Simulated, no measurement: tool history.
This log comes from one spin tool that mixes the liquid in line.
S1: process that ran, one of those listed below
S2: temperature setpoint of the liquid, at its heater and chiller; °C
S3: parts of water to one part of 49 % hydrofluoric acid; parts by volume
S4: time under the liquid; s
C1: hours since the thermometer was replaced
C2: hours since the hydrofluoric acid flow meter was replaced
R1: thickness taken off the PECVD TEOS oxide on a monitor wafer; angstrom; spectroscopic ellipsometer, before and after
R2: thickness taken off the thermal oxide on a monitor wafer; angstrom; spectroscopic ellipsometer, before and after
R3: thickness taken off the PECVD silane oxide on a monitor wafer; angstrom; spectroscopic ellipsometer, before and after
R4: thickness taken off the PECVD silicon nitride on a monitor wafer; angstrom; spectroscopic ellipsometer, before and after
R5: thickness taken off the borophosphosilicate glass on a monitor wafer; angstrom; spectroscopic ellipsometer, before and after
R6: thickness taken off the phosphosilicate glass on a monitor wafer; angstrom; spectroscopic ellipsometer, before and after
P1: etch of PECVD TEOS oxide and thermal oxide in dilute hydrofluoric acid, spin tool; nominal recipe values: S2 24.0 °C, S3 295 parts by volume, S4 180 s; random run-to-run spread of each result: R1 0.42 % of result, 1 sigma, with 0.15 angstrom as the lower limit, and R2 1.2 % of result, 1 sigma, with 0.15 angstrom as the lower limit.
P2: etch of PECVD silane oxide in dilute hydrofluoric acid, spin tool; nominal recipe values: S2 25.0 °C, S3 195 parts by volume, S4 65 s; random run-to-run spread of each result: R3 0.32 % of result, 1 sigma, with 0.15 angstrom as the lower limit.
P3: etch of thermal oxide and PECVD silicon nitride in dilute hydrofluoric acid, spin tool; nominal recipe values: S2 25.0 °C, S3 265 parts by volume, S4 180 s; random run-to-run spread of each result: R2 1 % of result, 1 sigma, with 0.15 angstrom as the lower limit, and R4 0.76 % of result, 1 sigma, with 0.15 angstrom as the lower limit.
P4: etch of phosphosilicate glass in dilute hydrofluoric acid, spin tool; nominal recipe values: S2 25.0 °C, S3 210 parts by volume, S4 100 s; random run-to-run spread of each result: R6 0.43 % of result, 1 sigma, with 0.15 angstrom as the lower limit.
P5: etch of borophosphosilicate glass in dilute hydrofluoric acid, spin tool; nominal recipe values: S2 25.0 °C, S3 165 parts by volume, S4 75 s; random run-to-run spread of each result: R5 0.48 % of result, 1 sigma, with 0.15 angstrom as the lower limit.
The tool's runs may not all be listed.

run	hour	S1	S2	S3	S4	C1	C2	R1	R2	R3	R4	R5	R6
1	3.2	P1	24.0	295	180	722.9	622.9	127.910	22.0020				
2	9.2	P2	25.0	345	65	728.9	628.9			34.002			
3	15.6	P2	17.0	195	65	735.3	635.3			52.256			
4	20.5	P1	32.0	295	180	740.2	640.2	165.310	28.6320				
5	24.1	P1	24.0	295	180	743.8	643.8	127.260	22.1730				
6	30.7	P3	25.0	265	180	750.4	650.4		27.4840		26.655		
# hour 36.5: thermometer replaced
7	36.9	P5	25.0	165	75	0.5	656.6					333.59	
8	42.1	P1	24.0	95	180	5.7	661.8	490.920	84.9310				
9	47.2	P5	25.0	165	75	10.8	666.9					335.84	
10	51.7	P3	25.0	265	350	15.3	671.4		52.7530		51.945		
11	54.9	P5	32.0	165	75	18.5	674.6					427.86	
12	58.5	P1	24.0	405	180	22.1	678.2	83.697	14.5890				
13	63.7	P2	25.0	195	95	27.3	683.4			102.400			
14	69.3	P1	17.5	295	180	32.9	689.0	100.230	17.4160				
15	74.8	P3	25.0	375	180	38.4	694.5		17.2590		18.787		
16	77.9	P4	25.0	300	100	41.5	697.6						226.99
17	81.0	P2	25.0	195	65	44.6	700.7			70.470			
18	84.1	P1	24.0	295	30	47.7	703.8	20.932	3.3224				
19	89.3	P1	24.0	500	340	52.9	709.0	117.830	21.0860				
20	94.0	P5	25.0	100	75	57.6	713.7					593.89	
21	97.7	P1	24.0	295	350	61.3	717.4	247.140	43.3950				
# hour 98.9: hydrofluoric acid flow meter replaced
22	100.9	P3	30.5	265	180	64.5	2.1		32.6400		37.155		
23	106.7	P1	24.0	295	180	70.3	7.9	127.740	22.1110				

Predict the results of run 24:
24	110.3	P5	25.0	165	40	73.9	11.5					?	

For run 24 the tool returned R5 177.14 angstrom.
